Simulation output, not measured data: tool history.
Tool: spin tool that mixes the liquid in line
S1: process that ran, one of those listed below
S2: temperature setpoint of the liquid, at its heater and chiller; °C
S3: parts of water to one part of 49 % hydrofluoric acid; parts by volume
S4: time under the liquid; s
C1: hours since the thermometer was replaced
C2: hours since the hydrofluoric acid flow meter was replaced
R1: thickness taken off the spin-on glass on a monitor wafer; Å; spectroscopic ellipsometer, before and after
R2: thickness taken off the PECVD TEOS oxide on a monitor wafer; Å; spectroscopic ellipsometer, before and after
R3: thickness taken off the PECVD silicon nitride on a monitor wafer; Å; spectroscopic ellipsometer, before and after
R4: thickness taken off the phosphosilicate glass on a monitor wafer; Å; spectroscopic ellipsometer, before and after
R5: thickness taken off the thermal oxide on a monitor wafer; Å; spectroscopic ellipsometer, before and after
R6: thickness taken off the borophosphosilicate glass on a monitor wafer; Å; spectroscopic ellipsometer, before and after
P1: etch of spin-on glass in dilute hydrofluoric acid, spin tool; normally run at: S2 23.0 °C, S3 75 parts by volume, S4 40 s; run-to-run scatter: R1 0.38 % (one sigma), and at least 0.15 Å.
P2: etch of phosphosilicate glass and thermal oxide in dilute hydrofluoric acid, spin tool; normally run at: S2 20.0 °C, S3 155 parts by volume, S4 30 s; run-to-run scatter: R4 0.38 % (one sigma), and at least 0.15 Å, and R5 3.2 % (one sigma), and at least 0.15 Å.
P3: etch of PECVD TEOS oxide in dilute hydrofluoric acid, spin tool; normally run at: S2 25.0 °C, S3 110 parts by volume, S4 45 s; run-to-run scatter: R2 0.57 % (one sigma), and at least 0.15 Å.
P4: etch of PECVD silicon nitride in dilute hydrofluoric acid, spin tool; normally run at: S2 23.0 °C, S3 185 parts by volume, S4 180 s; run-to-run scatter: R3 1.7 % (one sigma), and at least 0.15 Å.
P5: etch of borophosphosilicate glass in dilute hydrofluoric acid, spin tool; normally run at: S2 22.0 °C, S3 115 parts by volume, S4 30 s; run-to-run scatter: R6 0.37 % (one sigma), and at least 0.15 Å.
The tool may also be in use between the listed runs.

run 1 hour=6.3 | S1=P1 S2=23.0 S3=75 S4=40 | C1=117.9 C2=888.7 | R1=185.41
run 2 hour=13.7 | S1=P3 S2=25.0 S3=110 S4=45 | C1=125.3 C2=896.1 | R2=69.009
run 3 hour=23.1 | S1=P3 S2=25.0 S3=50 S4=45 | C1=134.7 C2=905.5 | R2=164.520
run 4 hour=28.0 | S1=P1 S2=23.0 S3=75 S4=40 | C1=139.6 C2=910.4 | R1=185.99
run 5 hour=34.8 | S1=P4 S2=23.0 S3=185 S4=25 | C1=146.4 C2=917.2 | R3=2.2824
run 6 hour=44.7 | S1=P2 S2=20.0 S3=155 S4=30 | C1=156.3 C2=927.1 | R4=302.64 R5=7.2885
run 7 hour=51.8 | S1=P1 S2=23.0 S3=75 S4=75 | C1=163.4 C2=934.2 | R1=347.87
run 8 hour=57.2 | S1=P2 S2=20.0 S3=155 S4=55 | C1=168.8 C2=939.6 | R4=553.93 R5=13.3670
run 9 hour=62.5 | S1=P1 S2=23.0 S3=125 S4=40 | C1=174.1 C2=944.9 | R1=104.91
run 10 hour=67.5 | S1=P1 S2=23.0 S3=75 S4=40 | C1=179.1 C2=949.9 | R1=184.84
run 11 hour=76.2 | S1=P3 S2=25.0 S3=110 S4=75 | C1=187.8 C2=958.6 | R2=116.370
run 12 hour=84.7 | S1=P2 S2=20.0 S3=155 S4=30 | C1=196.3 C2=967.1 | R4=305.38 R5=7.3059
run 13 hour=89.9 | S1=P1 S2=17.5 S3=75 S4=70 | C1=201.5 C2=972.3 | R1=258.72
run 14 hour=99.1 | S1=P2 S2=20.0 S3=260 S4=30 | C1=210.7 C2=981.5 | R4=163.58 R5=3.9091
run 15 hour=105.7 | S1=P1 S2=17.0 S3=75 S4=40 | C1=217.3 C2=988.1 | R1=144.73
run 16 hour=115.8 | S1=P5 S2=22.0 S3=40 S4=30 | C1=227.4 C2=998.2 | R6=562.35
run 17 hour=121.6 | S1=P1 S2=23.0 S3=75 S4=40 | C1=233.2 C2=1004.0 | R1=184.80
run 18 hour=128.1 | S1=P1 S2=28.5 S3=75 S4=40 | C1=239.7 C2=1010.5 | R1=230.51
run 19 hour=136.4 | S1=P2 S2=17.0 S3=155 S4=30 | C1=248.0 C2=1018.8 | R4=267.74 R5=6.6116
run 20 hour=141.1 | S1=P1 S2=23.0 S3=75 S4=15 | C1=252.7 C2=1023.5 | R1=69.51
run 21 hour=148.8 | S1=P4 S2=23.0 S3=185 S4=180 | C1=260.4 C2=1031.2 | R3=16.6530
run 22 hour=154.2 | S1=P4 S2=23.0 S3=185 S4=180 | C1=265.8 C2=1036.6 | R3=16.8300
run 23 hour=161.3 | S1=P3 S2=20.0 S3=110 S4=45 | C1=272.9 C2=1043.7 | R2=57.167
run 24 hour=171.0 | S1=P5 S2=17.0 S3=115 S4=30 | C1=282.6 C2=1053.4 | R6=145.94
run 25 hour=175.6 | S1=P1 S2=23.0 S3=20 S4=40 | C1=287.2 C2=1058.0 | R1=746.18
run 26 hour=180.8 | S1=P5 S2=22.0 S3=115 S4=30 | C1=292.4 C2=1063.2 | R6=179.11
run 27 hour=189.5 | S1=P1 S2=23.0 S3=75 S4=40 | C1=301.1 C2=1071.9 | R1=184.43
run 28 hour=197.5 | S1=P4 S2=27.0 S3=185 S4=180 | C1=309.1 C2=1079.9 | R3=21.6970

Run 29 comes next. What will it give?
run 29 hour=204.0 | S1=P4 S2=23.0 S3=35 S4=180 | C1=315.6 C2=1086.4 | R3=?

R3: 87.3160 Å
